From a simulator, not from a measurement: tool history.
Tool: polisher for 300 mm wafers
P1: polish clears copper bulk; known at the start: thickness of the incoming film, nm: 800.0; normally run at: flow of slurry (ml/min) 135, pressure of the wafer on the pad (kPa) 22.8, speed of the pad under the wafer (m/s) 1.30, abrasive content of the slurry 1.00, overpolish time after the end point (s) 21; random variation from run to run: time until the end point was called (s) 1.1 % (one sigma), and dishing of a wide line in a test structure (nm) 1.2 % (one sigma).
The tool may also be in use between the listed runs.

run	hour	flow of slurry (ml/min)	pressure of the wafer on the pad (kPa)	speed of the pad under the wafer (m/s)	abrasive content of the slurry	overpolish time after the end point (s)	time until the end point was called (s)	dishing of a wide line in a test structure (nm)
1	15.4	135	22.8	1.30	1.00	21	48.306	147.150
2	27.8	135	10.3	1.30	1.00	21	108.250	81.584
3	41.8	135	22.8	1.30	0.50	21	54.819	133.600
4	52.1	135	34.5	1.30	1.25	21	29.776	191.380
5	70.6	135	22.8	0.64	1.00	21	98.244	97.159
6	80.5	135	29.6	1.30	1.00	21	37.003	174.250
7	97.7	135	34.5	0.80	1.00	21	50.981	154.350
8	115.4	135	22.8	1.30	1.00	21	47.499	145.940
9	127.4	135	22.8	1.30	1.00	21	47.772	143.190
10	144.7	135	22.8	1.64	1.00	21	37.795	161.030
11	161.3	135	22.8	1.30	1.00	41	48.923	187.260
12	174.9	175	22.8	1.30	1.00	21	45.681	149.090
13	186.5	135	22.8	1.30	1.00	6	48.549	65.758
14	200.8	135	22.8	1.30	1.50	21	43.689	155.260
15	211.9	135	22.8	2.00	0.60	21	34.737	169.240
16	226.8	135	22.8	1.30	1.00	21	47.616	146.840
# hour 239.3: slurry nozzle cleaned
17	242.1	80	22.8	1.30	1.00	21	54.495	139.230
18	256.0	135	22.8	1.30	1.00	21	47.265	147.010
19	271.0	135	22.8	1.30	1.00	21	47.678	145.420
20	283.0	135	22.8	1.30	1.00	21	50.099	145.000
21	292.4	135	22.8	1.30	1.00	21	51.560	141.350
22	309.6	135	22.8	1.30	1.00	21	53.252	139.310
23	321.2	135	22.8	1.30	1.00	21	52.039	142.330
# hour 329.7: slurry blender recalibrated
24	338.5	135	22.8	1.30	1.00	21	53.316	138.930
# hour 338.9: head pressure recalibrated
25	356.5	135	22.8	1.30	1.00	21	52.718	141.320
26	374.2	135	22.8	1.30	1.00	21	54.074	139.630

What P1 gives has crept away from where it was. These 2 causes fit the log equally well, each at the size given:
A: removal rate lost through wear of the pad, % = 10.3
B: slurry flow missing at the pad, % = 37
The creep began at about hour 271.0.
Why every other cause is out:
head's pressure below its setpoint, %: serviced at hour 338.9, which brought nothing back
abrasive missing from the slurry, %: serviced at hour 329.7, which brought nothing back

4 check runs are offered, each on 3 wafers whose results are averaged, their results left as question marks. Which one tells the causes apart?
check 1	391.9	135	22.8	0.66	1.45	21	?	?
check 2	391.9	90	22.8	1.30	1.00	7	?	?
check 3	391.9	135	22.8	1.30	0.55	21	?	?
check 4	391.9	135	11.0	1.04	1.00	21	?	?

What each check would give under each cause:
check	result	if A	if B
check 1	time until the end point was called (s)	97.180	97.170
check 1	dishing of a wide line in a test structure (nm)	98.947	98.954
check 2	time until the end point was called (s)	58.724	61.441
check 2	dishing of a wide line in a test structure (nm)	63.230	60.935
check 3	time until the end point was called (s)	60.553	60.546
check 3	dishing of a wide line in a test structure (nm)	131.990	131.990
check 4	time until the end point was called (s)	137.980	137.970
check 4	dishing of a wide line in a test structure (nm)	70.048	70.053
How far apart the two closest causes lie, in the result that separates them most: check 1 0.01 %; check 2 4.52 %; check 3 0.01 %; check 4 0.01 %
Only check 2 tells the causes apart: in the others they would give nearly the same result.

Check 2 was then run and gave: time until the end point was called (s) 59.168; dishing of a wide line in a test structure (nm) 63.757. Which cause is it?

It is A: removal rate lost through wear of the pad, %.

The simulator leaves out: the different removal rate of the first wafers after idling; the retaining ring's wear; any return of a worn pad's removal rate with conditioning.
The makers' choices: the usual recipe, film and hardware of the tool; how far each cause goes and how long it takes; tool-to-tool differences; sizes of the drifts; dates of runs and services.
